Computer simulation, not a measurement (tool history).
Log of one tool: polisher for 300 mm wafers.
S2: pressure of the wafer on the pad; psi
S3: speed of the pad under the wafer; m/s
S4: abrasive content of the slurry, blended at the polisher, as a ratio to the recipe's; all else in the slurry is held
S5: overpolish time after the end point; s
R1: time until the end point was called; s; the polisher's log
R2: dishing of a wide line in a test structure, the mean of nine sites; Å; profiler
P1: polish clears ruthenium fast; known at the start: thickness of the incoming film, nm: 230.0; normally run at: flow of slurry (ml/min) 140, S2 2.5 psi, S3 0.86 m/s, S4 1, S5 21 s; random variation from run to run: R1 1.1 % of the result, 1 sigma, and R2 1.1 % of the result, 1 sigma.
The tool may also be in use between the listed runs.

{"run": 1, "hour": 11.7, "flow of slurry (ml/min)": 140, "S2": 2.5, "S3": 0.86, "S4": 1, "S5": 21, "R1": 75.713, "R2": 475.27}
{"run": 2, "hour": 20.8, "flow of slurry (ml/min)": 140, "S2": 2.5, "S3": 0.86, "S4": 1, "S5": 7, "R1": 76.825, "R2": 182.76}
{"run": 3, "hour": 31.6, "flow of slurry (ml/min)": 140, "S2": 2.5, "S3": 1.16, "S4": 1, "S5": 21, "R1": 56.218, "R2": 586.13}
{"run": 4, "hour": 41.9, "flow of slurry (ml/min)": 140, "S2": 2.5, "S3": 0.86, "S4": 1, "S5": 21, "R1": 76.94, "R2": 475.04}
{"run": 5, "hour": 50.1, "flow of slurry (ml/min)": 140, "S2": 2.5, "S3": 0.86, "S4": 1, "S5": 21, "R1": 76.442, "R2": 470.61}
{"run": 6, "hour": 57.4, "flow of slurry (ml/min)": 140, "S2": 1.1, "S3": 0.86, "S4": 1, "S5": 21, "R1": 173.14, "R2": 234.04}
{"run": 7, "hour": 68.2, "flow of slurry (ml/min)": 85, "S2": 2.5, "S3": 0.86, "S4": 1, "S5": 21, "R1": 85.729, "R2": 435.08}
{"run": 8, "hour": 77.2, "flow of slurry (ml/min)": 195, "S2": 2.5, "S3": 0.86, "S4": 1, "S5": 21, "R1": 72.714, "R2": 491.49}
{"run": 9, "hour": 86.6, "flow of slurry (ml/min)": 140, "S2": 2.5, "S3": 0.86, "S4": 1, "S5": 21, "R1": 75.155, "R2": 467.79}
{"run": 10, "hour": 95.0, "flow of slurry (ml/min)": 140, "S2": 3.5, "S3": 0.86, "S4": 1, "S5": 21, "R1": 55.214, "R2": 606.76}
{"run": 11, "hour": 103.0, "flow of slurry (ml/min)": 140, "S2": 2.5, "S3": 0.48, "S4": 1, "S5": 21, "R1": 137.96, "R2": 292.06}
{"hour": 110.2, "done": "slurry nozzle cleaned"}
{"run": 12, "hour": 110.9, "flow of slurry (ml/min)": 140, "S2": 1.3, "S3": 0.86, "S4": 1, "S5": 36, "R1": 146.71, "R2": 429.43}
{"run": 13, "hour": 117.3, "flow of slurry (ml/min)": 140, "S2": 2.5, "S3": 0.86, "S4": 0.55, "S5": 21, "R1": 105.54, "R2": 364.68}
{"run": 14, "hour": 124.2, "flow of slurry (ml/min)": 140, "S2": 2.5, "S3": 0.86, "S4": 1.45, "S5": 21, "R1": 66.558, "R2": 535.64}
{"run": 15, "hour": 130.8, "flow of slurry (ml/min)": 140, "S2": 2.5, "S3": 0.86, "S4": 1, "S5": 21, "R1": 76.39, "R2": 466.6}
{"run": 16, "hour": 136.3, "flow of slurry (ml/min)": 140, "S2": 1.2, "S3": 0.6, "S4": 1, "S5": 21, "R1": 228.34, "R2": 184.66}
{"run": 17, "hour": 143.5, "flow of slurry (ml/min)": 140, "S2": 2.5, "S3": 0.86, "S4": 1, "S5": 31, "R1": 75.413, "R2": 620.66}
{"run": 18, "hour": 154.3, "flow of slurry (ml/min)": 140, "S2": 2.5, "S3": 0.86, "S4": 1, "S5": 21, "R1": 76.769, "R2": 480}
{"run": 19, "hour": 160.8, "flow of slurry (ml/min)": 140, "S2": 2.5, "S3": 0.86, "S4": 1, "S5": 21, "R1": 76.654, "R2": 466.61}
{"run": 20, "hour": 168.1, "flow of slurry (ml/min)": 140, "S2": 2.5, "S3": 0.86, "S4": 1, "S5": 21, "R1": 78.067, "R2": 470.89}
{"run": 21, "hour": 177.1, "flow of slurry (ml/min)": 140, "S2": 2.5, "S3": 0.86, "S4": 1, "S5": 21, "R1": 81.655, "R2": 462.05}
{"run": 22, "hour": 189.1, "flow of slurry (ml/min)": 140, "S2": 2.5, "S3": 0.86, "S4": 1, "S5": 21, "R1": 82.452, "R2": 432.9}
{"run": 23, "hour": 200.4, "flow of slurry (ml/min)": 140, "S2": 2.5, "S3": 0.86, "S4": 1, "S5": 21, "R1": 83.371, "R2": 429.79}
{"hour": 202.8, "done": "head pressure recalibrated"}
{"run": 24, "hour": 209.7, "flow of slurry (ml/min)": 140, "S2": 2.5, "S3": 0.86, "S4": 1, "S5": 21, "R1": 83.486, "R2": 434.43}
{"hour": 209.9, "done": "slurry blender recalibrated"}
{"run": 25, "hour": 221.6, "flow of slurry (ml/min)": 140, "S2": 2.5, "S3": 0.86, "S4": 1, "S5": 21, "R1": 85.526, "R2": 440.89}
{"run": 26, "hour": 227.5, "flow of slurry (ml/min)": 140, "S2": 2.5, "S3": 0.86, "S4": 1, "S5": 21, "R1": 84.401, "R2": 437.01}
{"run": 27, "hour": 238.5, "flow of slurry (ml/min)": 140, "S2": 2.5, "S3": 0.86, "S4": 1, "S5": 21, "R1": 83.835, "R2": 435.28}
{"run": 28, "hour": 245.4, "flow of slurry (ml/min)": 140, "S2": 2.5, "S3": 0.86, "S4": 1, "S5": 21, "R1": 83.468, "R2": 427.56}
{"run": 29, "hour": 256.4, "flow of slurry (ml/min)": 140, "S2": 2.5, "S3": 0.86, "S4": 1, "S5": 21, "R1": 85.407, "R2": 439.34}

What P1 gives has crept away from where it was. These 2 causes fit the log equally well, each at the size given:
A: removal rate lost through wear of the pad, % = 10
B: slurry flow missing at the pad, % = 36.9
The creep began at about hour 160.8.
Why every other cause is out:
head's pressure below its setpoint, %: serviced at hour 202.8, which brought nothing back
abrasive missing from the slurry, %: serviced at hour 209.9, which brought nothing back

4 check runs are offered, each on 2 wafers whose results are averaged, their results left as question marks. Which one tells the causes apart?
{"run": "check 1", "hour": 267.4, "flow of slurry (ml/min)": 140, "S2": 2.5, "S3": 0.86, "S4": 0.85, "S5": 21, "R1": "?", "R2": "?"}
{"run": "check 2", "hour": 267.4, "flow of slurry (ml/min)": 140, "S2": 2.5, "S3": 0.86, "S4": 1.35, "S5": 21, "R1": "?", "R2": "?"}
{"run": "check 3", "hour": 267.4, "flow of slurry (ml/min)": 140, "S2": 1.4, "S3": 0.68, "S4": 1, "S5": 21, "R1": "?", "R2": "?"}
{"run": "check 4", "hour": 267.4, "flow of slurry (ml/min)": 85, "S2": 2.5, "S3": 0.86, "S4": 1.3, "S5": 21, "R1": "?", "R2": "?"}

What each check would give under each cause:
check=check_1 result=R1 if_A=91.492 if_B=91.503
check=check_1 result=R2 if_A=407.75 if_B=407.71
check=check_2 result=R1 if_A=74.717 if_B=74.725
check=check_2 result=R2 if_A=479.22 if_B=479.18
check=check_3 result=R1 if_A=191.28 if_B=191.3
check=check_3 result=R2 if_A=215.07 if_B=215.05
check=check_4 result=R1 if_A=85.173 if_B=90.129
check=check_4 result=R2 if_A=432.07 if_B=412.76
How far apart the two closest causes lie, in the result that separates them most: check 1 0.01 %; check 2 0.01 %; check 3 0.01 %; check 4 5.66 %
Only check 4 tells the causes apart: in the others they would give nearly the same result.

Then check 4 was run and gave: R1 84.907 s; R2 429.93 Å. Which cause is it?

It is A: removal rate lost through wear of the pad, %.
